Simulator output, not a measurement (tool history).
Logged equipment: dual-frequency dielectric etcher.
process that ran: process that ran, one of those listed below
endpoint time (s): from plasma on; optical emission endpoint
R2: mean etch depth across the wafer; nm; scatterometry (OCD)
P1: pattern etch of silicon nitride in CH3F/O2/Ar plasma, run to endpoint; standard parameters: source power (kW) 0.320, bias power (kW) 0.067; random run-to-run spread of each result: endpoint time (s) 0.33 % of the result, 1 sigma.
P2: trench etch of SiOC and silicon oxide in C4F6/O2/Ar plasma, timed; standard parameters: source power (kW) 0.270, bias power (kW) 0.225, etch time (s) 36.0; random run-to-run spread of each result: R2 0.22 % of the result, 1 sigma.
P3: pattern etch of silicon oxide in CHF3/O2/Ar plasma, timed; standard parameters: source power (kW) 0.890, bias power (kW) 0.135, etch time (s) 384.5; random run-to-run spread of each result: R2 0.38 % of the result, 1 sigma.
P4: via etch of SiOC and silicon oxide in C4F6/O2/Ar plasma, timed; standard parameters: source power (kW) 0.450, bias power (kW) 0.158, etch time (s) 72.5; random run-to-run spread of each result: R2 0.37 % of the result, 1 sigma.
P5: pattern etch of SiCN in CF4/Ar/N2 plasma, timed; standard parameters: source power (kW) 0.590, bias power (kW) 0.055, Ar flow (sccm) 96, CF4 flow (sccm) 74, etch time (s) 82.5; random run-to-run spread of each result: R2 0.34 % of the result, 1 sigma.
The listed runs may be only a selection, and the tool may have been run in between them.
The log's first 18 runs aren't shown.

run 19 hour=216.9 | process_that_ran=P4 source_power_(kW)=0.450 bias_power_(kW)=0.158 etch_time_(s)=40.0 | R2=44.032
run 20 hour=229.8 | process_that_ran=P3 source_power_(kW)=0.890 bias_power_(kW)=0.135 etch_time_(s)=384.5 | R2=802.190
run 21 hour=243.4 | process_that_ran=P4 source_power_(kW)=0.450 bias_power_(kW)=0.158 etch_time_(s)=72.5 | R2=80.351
run 22 hour=257.5 | process_that_ran=P1 source_power_(kW)=0.320 bias_power_(kW)=0.067 | endpoint_time_(s)=81.064
run 23 hour=270.6 | process_that_ran=P2 source_power_(kW)=0.220 bias_power_(kW)=0.225 etch_time_(s)=36.0 | R2=60.077
run 24 hour=277.4 | process_that_ran=P5 source_power_(kW)=0.590 bias_power_(kW)=0.071 etch_time_(s)=82.5 Ar_flow_(sccm)=96 CF4_flow_(sccm)=74 | R2=90.678
run 25 hour=287.4 | process_that_ran=P4 source_power_(kW)=0.450 bias_power_(kW)=0.158 etch_time_(s)=72.5 | R2=80.679
run 26 hour=302.3 | process_that_ran=P4 source_power_(kW)=0.310 bias_power_(kW)=0.158 etch_time_(s)=72.5 | R2=69.681
run 27 hour=311.8 | process_that_ran=P1 source_power_(kW)=0.390 bias_power_(kW)=0.054 | endpoint_time_(s)=80.455
run 28 hour=319.8 | process_that_ran=P2 source_power_(kW)=0.270 bias_power_(kW)=0.225 etch_time_(s)=36.0 | R2=64.812

What will run 29 give?
run 29 hour=328.2 | process_that_ran=P1 source_power_(kW)=0.210 bias_power_(kW)=0.067 | endpoint_time_(s)=?

{"run 29": {"endpoint time (s)": 95.578}}
